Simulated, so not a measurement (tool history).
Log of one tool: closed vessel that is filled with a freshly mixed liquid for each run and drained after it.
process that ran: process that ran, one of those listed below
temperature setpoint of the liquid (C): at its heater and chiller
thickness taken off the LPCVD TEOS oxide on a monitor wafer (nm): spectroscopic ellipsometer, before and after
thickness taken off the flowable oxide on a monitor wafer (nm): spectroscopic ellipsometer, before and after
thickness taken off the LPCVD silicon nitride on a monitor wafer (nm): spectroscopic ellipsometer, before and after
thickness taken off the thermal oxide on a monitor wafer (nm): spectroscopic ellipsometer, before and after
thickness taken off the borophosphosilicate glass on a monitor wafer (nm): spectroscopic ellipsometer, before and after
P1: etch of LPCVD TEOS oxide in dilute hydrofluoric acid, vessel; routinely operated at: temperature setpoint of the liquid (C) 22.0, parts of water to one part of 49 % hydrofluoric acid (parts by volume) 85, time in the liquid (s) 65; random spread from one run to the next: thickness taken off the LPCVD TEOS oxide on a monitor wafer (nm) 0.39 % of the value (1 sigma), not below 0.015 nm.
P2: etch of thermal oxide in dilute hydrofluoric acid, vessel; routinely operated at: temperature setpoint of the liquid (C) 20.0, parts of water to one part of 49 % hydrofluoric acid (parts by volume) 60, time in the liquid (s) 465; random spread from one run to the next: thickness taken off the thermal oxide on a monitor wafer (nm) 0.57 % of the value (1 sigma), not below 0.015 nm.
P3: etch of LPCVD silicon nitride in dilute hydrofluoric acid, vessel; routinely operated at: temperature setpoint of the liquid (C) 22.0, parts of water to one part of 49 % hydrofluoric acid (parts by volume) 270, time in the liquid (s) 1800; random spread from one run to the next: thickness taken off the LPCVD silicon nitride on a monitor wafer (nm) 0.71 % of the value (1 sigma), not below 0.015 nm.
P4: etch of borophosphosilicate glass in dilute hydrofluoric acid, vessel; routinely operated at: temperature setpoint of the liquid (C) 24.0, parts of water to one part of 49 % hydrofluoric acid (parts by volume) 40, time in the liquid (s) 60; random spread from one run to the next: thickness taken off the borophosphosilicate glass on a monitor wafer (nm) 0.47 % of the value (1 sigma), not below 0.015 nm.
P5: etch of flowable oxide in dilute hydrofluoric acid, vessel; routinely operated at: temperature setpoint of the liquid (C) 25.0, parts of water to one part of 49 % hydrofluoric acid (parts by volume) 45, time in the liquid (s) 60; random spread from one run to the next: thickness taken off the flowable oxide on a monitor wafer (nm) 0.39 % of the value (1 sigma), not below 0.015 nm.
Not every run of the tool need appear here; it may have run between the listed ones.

run,hour,process that ran,temperature setpoint of the liquid (C),parts of water to one part of 49 % hydrofluoric acid (parts by volume),time in the liquid (s),hours since the thermometer was replaced,hours since the hydrofluoric acid flow meter was replaced,thickness taken off the LPCVD TEOS oxide on a monitor wafer (nm),thickness taken off the flowable oxide on a monitor wafer (nm),thickness taken off the LPCVD silicon nitride on a monitor wafer (nm),thickness taken off the thermal oxide on a monitor wafer (nm),thickness taken off the borophosphosilicate glass on a monitor wafer (nm)
1,12.2,P1,22.0,85,65,463.9,498.8,12.0510,,,,
2,18.4,P5,25.0,45,60,470.1,505.0,,51.256,,,
3,27.1,P1,22.0,120,65,478.8,513.7,8.2309,,,,
4,36.2,P1,22.0,85,65,487.9,522.8,12.0450,,,,
5,46.0,P5,25.0,60,60,497.7,532.6,,37.296,,,
6,56.0,P1,22.0,85,65,507.7,542.6,11.9710,,,,
7,65.3,P1,17.0,85,105,517.0,551.9,15.7180,,,,
8,71.6,P3,22.0,270,2955,523.3,558.2,,,4.9352,,
9,81.9,P1,22.0,85,30,533.6,568.5,5.5418,,,,
10,91.4,P3,22.0,270,1800,543.1,578.0,,,2.9661,,
11,102.2,P2,27.5,60,465,553.9,588.8,,,,42.549,
12,115.7,P1,22.0,30,65,567.4,602.3,36.7130,,,,
13,129.1,P1,29.0,85,65,580.8,615.7,15.8510,,,,
14,138.9,P1,22.0,85,105,590.6,625.5,19.4510,,,,
15,150.7,P4,24.0,40,60,602.4,637.3,,,,,96.133
16,161.2,P4,24.0,20,60,612.9,647.8,,,,,198.680
17,167.7,P1,22.0,85,65,619.4,654.3,12.0430,,,,
18,179.4,P1,17.0,85,65,631.1,666.0,9.8010,,,,
19,192.1,P4,24.0,40,95,643.8,678.7,,,,,153.970
20,203.6,P1,22.0,85,65,655.3,690.2,12.0850,,,,
21,210.1,P3,28.5,270,1800,661.8,696.7,,,4.4121,,
22,219.3,P2,20.0,60,165,671.0,705.9,,,,11.209,
23,231.9,P5,25.0,45,105,683.6,718.5,,89.373,,,
24,241.2,P5,30.0,45,60,692.9,727.8,,61.977,,,
25,254.0,P1,22.0,85,65,705.7,740.6,12.0700,,,,
26,264.7,P3,22.0,75,1800,716.4,751.3,,,10.6390,,
27,273.9,P2,20.0,60,465,725.6,760.5,,,,31.531,
28,287.5,P2,20.0,30,465,739.2,774.1,,,,65.703,
29,296.4,P4,29.0,40,60,748.1,783.0,,,,,120.070
30,307.8,P1,22.0,85,65,759.5,794.4,12.0180,,,,
31,315.8,P1,22.0,85,65,767.5,802.4,11.7070,,,,
32,322.0,P1,22.0,85,65,773.7,808.6,11.5310,,,,
33,328.0,P1,22.0,85,65,779.7,814.6,11.3840,,,,
34,335.5,P1,22.0,85,65,787.2,822.1,11.3340,,,,
35,347.2,P1,22.0,85,65,798.9,833.8,11.1910,,,,
36,355.7,P1,22.0,85,65,807.4,842.3,11.1410,,,,
37,363.7,P1,22.0,85,65,815.4,850.3,11.0710,,,,
38,370.0,P1,22.0,85,65,821.7,856.6,11.0450,,,,

Expected results for the next run?
39,383.4,P1,22.0,85,65,835.1,870.0,?,,,,

thickness taken off the LPCVD TEOS oxide on a monitor wafer (nm): 10.9190
